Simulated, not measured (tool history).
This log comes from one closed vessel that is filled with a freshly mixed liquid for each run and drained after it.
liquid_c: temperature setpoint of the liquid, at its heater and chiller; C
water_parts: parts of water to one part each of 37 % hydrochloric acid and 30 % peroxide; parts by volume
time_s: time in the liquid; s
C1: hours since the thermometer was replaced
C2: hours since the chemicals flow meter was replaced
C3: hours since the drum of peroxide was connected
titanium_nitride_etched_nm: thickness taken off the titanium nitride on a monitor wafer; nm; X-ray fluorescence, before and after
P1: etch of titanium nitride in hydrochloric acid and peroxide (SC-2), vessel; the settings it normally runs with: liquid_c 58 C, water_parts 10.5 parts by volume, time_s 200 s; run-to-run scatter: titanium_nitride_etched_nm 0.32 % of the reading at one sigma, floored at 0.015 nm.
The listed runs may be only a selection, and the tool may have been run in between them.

run 1 day=0.171 | liquid_c=58 water_parts=10.5 time_s=200 | C1=644.2 C2=1236.7 C3=826.4 | titanium_nitride_etched_nm=8.5402
run 2 day=0.346 | liquid_c=58 water_parts=10.5 time_s=30 | C1=648.4 C2=1240.9 C3=830.6 | titanium_nitride_etched_nm=1.2745
run 3 day=0.525 | liquid_c=58 water_parts=10.5 time_s=325 | C1=652.7 C2=1245.2 C3=834.9 | titanium_nitride_etched_nm=13.913
run 4 day=0.775 | liquid_c=58 water_parts=10.5 time_s=200 | C1=658.7 C2=1251.2 C3=840.9 | titanium_nitride_etched_nm=8.5296
run 5 day=1.025 | liquid_c=58 water_parts=6.5 time_s=30 | C1=664.7 C2=1257.2 C3=846.9 | titanium_nitride_etched_nm=1.8808
run 6 day=1.254 | liquid_c=58 water_parts=10.5 time_s=200 | C1=670.2 C2=1262.7 C3=852.4 | titanium_nitride_etched_nm=8.5705
-- day=1.3 new drum of peroxide connected
-- day=1.417 thermometer replaced
run 7 day=1.475 | liquid_c=58 water_parts=4 time_s=200 | C1=1.5 C2=1268 C3=4.2 | titanium_nitride_etched_nm=17.808
run 8 day=1.671 | liquid_c=58 water_parts=16.5 time_s=200 | C1=6.2 C2=1272.7 C3=8.9 | titanium_nitride_etched_nm=5.7804
run 9 day=1.892 | liquid_c=58 water_parts=10.5 time_s=200 | C1=11.5 C2=1278 C3=14.2 | titanium_nitride_etched_nm=8.4927
run 10 day=2.179 | liquid_c=71 water_parts=10.5 time_s=200 | C1=18.4 C2=1284.9 C3=21.1 | titanium_nitride_etched_nm=18.898
run 11 day=2.392 | liquid_c=58 water_parts=10.5 time_s=200 | C1=23.5 C2=1290 C3=26.2 | titanium_nitride_etched_nm=8.5633
run 12 day=2.542 | liquid_c=58 water_parts=10.5 time_s=200 | C1=27.1 C2=1293.6 C3=29.8 | titanium_nitride_etched_nm=8.5575
run 13 day=2.683 | liquid_c=41.5 water_parts=10.5 time_s=200 | C1=30.5 C2=1297 C3=33.2 | titanium_nitride_etched_nm=2.8052
run 14 day=2.917 | liquid_c=66.5 water_parts=6 time_s=200 | C1=36.1 C2=1302.6 C3=38.8 | titanium_nitride_etched_nm=22.672
run 15 day=3.129 | liquid_c=58 water_parts=10.5 time_s=200 | C1=41.2 C2=1307.7 C3=43.9 | titanium_nitride_etched_nm=8.5326
run 16 day=3.354 | liquid_c=58 water_parts=10.5 time_s=200 | C1=46.6 C2=1313.1 C3=49.3 | titanium_nitride_etched_nm=8.9722
run 17 day=3.521 | liquid_c=58 water_parts=10.5 time_s=200 | C1=50.6 C2=1317.1 C3=53.3 | titanium_nitride_etched_nm=9.1322
run 18 day=3.717 | liquid_c=58 water_parts=10.5 time_s=200 | C1=55.3 C2=1321.8 C3=58 | titanium_nitride_etched_nm=9.2298
run 19 day=3.9 | liquid_c=58 water_parts=10.5 time_s=200 | C1=59.7 C2=1326.2 C3=62.4 | titanium_nitride_etched_nm=9.3116
run 20 day=4.183 | liquid_c=58 water_parts=10.5 time_s=200 | C1=66.5 C2=1333 C3=69.2 | titanium_nitride_etched_nm=9.3587
run 21 day=4.367 | liquid_c=58 water_parts=10.5 time_s=200 | C1=70.9 C2=1337.4 C3=73.6 | titanium_nitride_etched_nm=9.3811

Compared with where it was, what P1 gives has crept away. Each cause listed below fits the log as well as the rest, at the size given for it:
A: chemicals flow above the setpoint (%) = 11.4
B: liquid hotter than its thermometer reads (K) = 1.43
Onset of the creep was near day 3.129.
Ruled out, with reasons:
peroxide weaker than its label (%): at most 8, giving a -7.4 % change in titanium_nitride_etched_nm: too small, or against the direction of the creep

Which of the 4 check runs listed below, each an average over 2 wafers with its results shown as question marks, gives clearly different results under the different listed causes?
run check 1 day=4.55 | liquid_c=66 water_parts=6.5 time_s=200 | titanium_nitride_etched_nm=?
run check 2 day=4.55 | liquid_c=67.5 water_parts=10.5 time_s=200 | titanium_nitride_etched_nm=?
run check 3 day=4.55 | liquid_c=49 water_parts=15 time_s=200 | titanium_nitride_etched_nm=?
run check 4 day=4.55 | liquid_c=45 water_parts=4.5 time_s=200 | titanium_nitride_etched_nm=?

Predicted outcomes, by check and by cause:
check=check_1 result=titanium_nitride_etched_nm if_A=22.382 if_B=22.488
check=check_2 result=titanium_nitride_etched_nm if_A=16.801 if_B=16.726
check=check_3 result=titanium_nitride_etched_nm if_A=3.8378 if_B=3.8412
check=check_4 result=titanium_nitride_etched_nm if_A=7.4895 if_B=7.6742
Gap, in per cent, between the two causes that each check separates least, read from the result that separates them most: check 1 0.47 %; check 2 0.45 %; check 3 0.09 %; check 4 2.44 %
Check 4 is the one run that separates the causes; every other check would come out nearly the same whichever cause is at work.

Running check 4 produced the following: titanium_nitride_etched_nm 7.6297 nm. Which one of the listed causes fits?

The cause is B: liquid hotter than its thermometer reads (K).
